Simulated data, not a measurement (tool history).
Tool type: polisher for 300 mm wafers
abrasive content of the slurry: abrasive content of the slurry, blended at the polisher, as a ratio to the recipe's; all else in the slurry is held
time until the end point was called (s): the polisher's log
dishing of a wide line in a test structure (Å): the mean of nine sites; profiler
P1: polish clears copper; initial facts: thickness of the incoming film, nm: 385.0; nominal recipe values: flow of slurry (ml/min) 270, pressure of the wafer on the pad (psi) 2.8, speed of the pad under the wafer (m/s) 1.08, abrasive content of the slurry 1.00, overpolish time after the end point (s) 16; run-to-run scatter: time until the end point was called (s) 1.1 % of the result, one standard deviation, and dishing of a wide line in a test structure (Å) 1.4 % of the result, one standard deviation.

| run | hour | flow of slurry (ml/min) | pressure of the wafer on the pad (psi) | speed of the pad under the wafer (m/s) | abrasive content of the slurry | overpolish time after the end point (s) | wafers polished on this pad | hours since the slurry nozzle was cleaned | hours since the head pressure was calibrated | hours since the slurry blender was calibrated | time until the end point was called (s) | dishing of a wide line in a test structure (Å) |
|---|---|---|---|---|---|---|---|---|---|---|---|---|
| 1 | 14.5 | 270 | 2.8 | 1.08 | 1.00 | 16 | 215 | 170.8 | 196.5 | 102.9 | 117.780 | 320.95 |
| 2 | 25.5 | 270 | 2.8 | 1.08 | 0.75 | 16 | 271 | 181.8 | 207.5 | 113.9 | 125.400 | 306.47 |
| 3 | 38.1 | 270 | 2.8 | 1.08 | 1.00 | 16 | 336 | 194.4 | 220.1 | 126.5 | 116.280 | 313.78 |
| 4 | 48.2 | 270 | 2.8 | 1.08 | 1.00 | 16 | 388 | 204.5 | 230.2 | 136.6 | 118.700 | 317.82 |
| 5 | 61.4 | 425 | 2.8 | 1.08 | 1.00 | 16 | 456 | 217.7 | 243.4 | 149.8 | 109.650 | 323.25 |
| 6 | 79.7 | 180 | 2.8 | 1.08 | 0.80 | 16 | 550 | 236.0 | 261.7 | 168.1 | 126.830 | 298.42 |
| 7 | 89.6 | 270 | 2.8 | 1.54 | 1.00 | 16 | 601 | 245.9 | 271.6 | 178.0 | 83.972 | 389.66 |
| 8 | 107.7 | 270 | 2.8 | 1.08 | 1.25 | 16 | 694 | 264.0 | 289.7 | 196.1 | 109.110 | 328.89 |
| 9 | 123.7 | 270 | 2.8 | 1.08 | 1.00 | 16 | 777 | 280.0 | 305.7 | 212.1 | 116.800 | 307.17 |
| 10 | 133.8 | 270 | 2.8 | 0.70 | 1.00 | 16 | 828 | 290.1 | 315.8 | 222.2 | 183.170 | 231.82 |
| 11 | 144.9 | 270 | 4.4 | 1.08 | 1.00 | 16 | 886 | 301.2 | 326.9 | 233.3 | 74.557 | 438.20 |
| 12 | 156.4 | 270 | 2.8 | 1.08 | 1.00 | 31 | 945 | 312.7 | 338.4 | 244.8 | 117.380 | 478.16 |
| 13 | 171.2 | 270 | 2.8 | 1.08 | 1.00 | 5 | 1021 | 327.5 | 353.2 | 259.6 | 116.510 | 120.33 |
| 14 | 188.7 | 270 | 3.7 | 1.08 | 1.00 | 28 | 1111 | 345.0 | 370.7 | 277.1 | 88.778 | 529.96 |
| 15 | 205.1 | 270 | 2.8 | 1.08 | 1.00 | 16 | 1195 | 361.4 | 387.1 | 293.5 | 114.790 | 325.37 |
| 16 | 216.3 | 270 | 2.8 | 0.76 | 1.00 | 6 | 1253 | 372.6 | 398.3 | 304.7 | 165.910 | 105.73 |
| 17 | 229.3 | 270 | 1.7 | 1.08 | 1.00 | 16 | 1320 | 385.6 | 411.3 | 317.7 | 190.060 | 214.43 |
| 18 | 244.9 | 160 | 2.8 | 1.08 | 1.00 | 16 | 1400 | 401.2 | 426.9 | 333.3 | 125.470 | 303.99 |
| 19 | 262.4 | 270 | 2.8 | 1.08 | 1.00 | 16 | 1490 | 418.7 | 444.4 | 350.8 | 117.980 | 321.04 |
| 20 | 280.7 | 270 | 2.8 | 1.08 | 1.00 | 16 | 1584 | 437.0 | 462.7 | 369.1 | 117.200 | 314.53 |
| 21 | 289.8 | 270 | 2.8 | 1.08 | 1.00 | 16 | 1631 | 446.1 | 471.8 | 378.2 | 121.700 | 316.22 |
| 22 | 307.2 | 270 | 2.8 | 1.08 | 1.00 | 16 | 1720 | 463.5 | 489.2 | 395.6 | 122.280 | 299.19 |
|  | 314.5 | slurry blender recalibrated |
| 23 | 322.9 | 270 | 2.8 | 1.08 | 1.00 | 16 | 1801 | 479.2 | 504.9 | 8.5 | 125.620 | 300.99 |
|  | 331.7 | head pressure recalibrated |
| 24 | 336.6 | 270 | 2.8 | 1.08 | 1.00 | 16 | 1872 | 492.9 | 5.0 | 22.2 | 124.740 | 305.71 |
| 25 | 354.5 | 270 | 2.8 | 1.08 | 1.00 | 16 | 1964 | 510.8 | 22.9 | 40.1 | 121.830 | 308.60 |
| 26 | 365.4 | 270 | 2.8 | 1.08 | 1.00 | 16 | 2020 | 521.7 | 33.8 | 51.0 | 123.470 | 300.90 |

What P1 gives has crept off from where it sat before. The 2 causes that follow fit the log equally well, each at the size noted:
A: removal rate lost through wear of the pad, % = 6.23
B: slurry flow missing at the pad, % = 39.8
The onset of the drift is placed at about hour 262.4.
Other possible causes, and why each is ruled out:
head's pressure below its setpoint, %: serviced at hour 331.7, after the change had begun; the process did not return to its earlier output
abrasive missing from the slurry, %: serviced at hour 314.5, after the change had begun; the process did not return to its earlier output

Each of the check runs listed below is run on 5 wafers and reports their average, with the results left as question marks. Pick the one under which the possible causes would lead to clearly different results.
| check 1 | 376.3 | 270 | 3.9 | 1.08 | 1.00 | 16 |  |  |  |  | ? | ? |
| check 2 | 376.3 | 160 | 2.8 | 1.08 | 1.00 | 16 |  |  |  |  | ? | ? |
| check 3 | 376.3 | 270 | 2.8 | 0.82 | 1.00 | 16 |  |  |  |  | ? | ? |
| check 4 | 376.3 | 270 | 2.8 | 1.08 | 1.00 | 24 |  |  |  |  | ? | ? |

Outcome of each check run for each possible cause:
| check | result | if A | if B |
|---|---|---|---|
| check 1 | time until the end point was called (s) | 89.141 | 89.135 |
| check 1 | dishing of a wide line in a test structure (Å) | 389.98 | 390.00 |
| check 2 | time until the end point was called (s) | 132.730 | 138.140 |
| check 2 | dishing of a wide line in a test structure (Å) | 290.94 | 282.51 |
| check 3 | time until the end point was called (s) | 163.530 | 163.520 |
| check 3 | dishing of a wide line in a test structure (Å) | 248.49 | 248.50 |
| check 4 | time until the end point was called (s) | 124.160 | 124.150 |
| check 4 | dishing of a wide line in a test structure (Å) | 399.02 | 399.03 |
Smallest distance between any two causes, each pair judged by its most separating result, in per cent: check 1 0.01 %; check 2 3.99 %; check 3 0.01 %; check 4 0.01 %
The causes can be told apart only by check 2. The other checks would give nearly the same results under each of them.

The results of check 2 are: time until the end point was called (s) 132.190; dishing of a wide line in a test structure (Å) 291.14. Based on these, which of the listed causes is it?

Of the candidate causes, it is A: removal rate lost through wear of the pad, %.
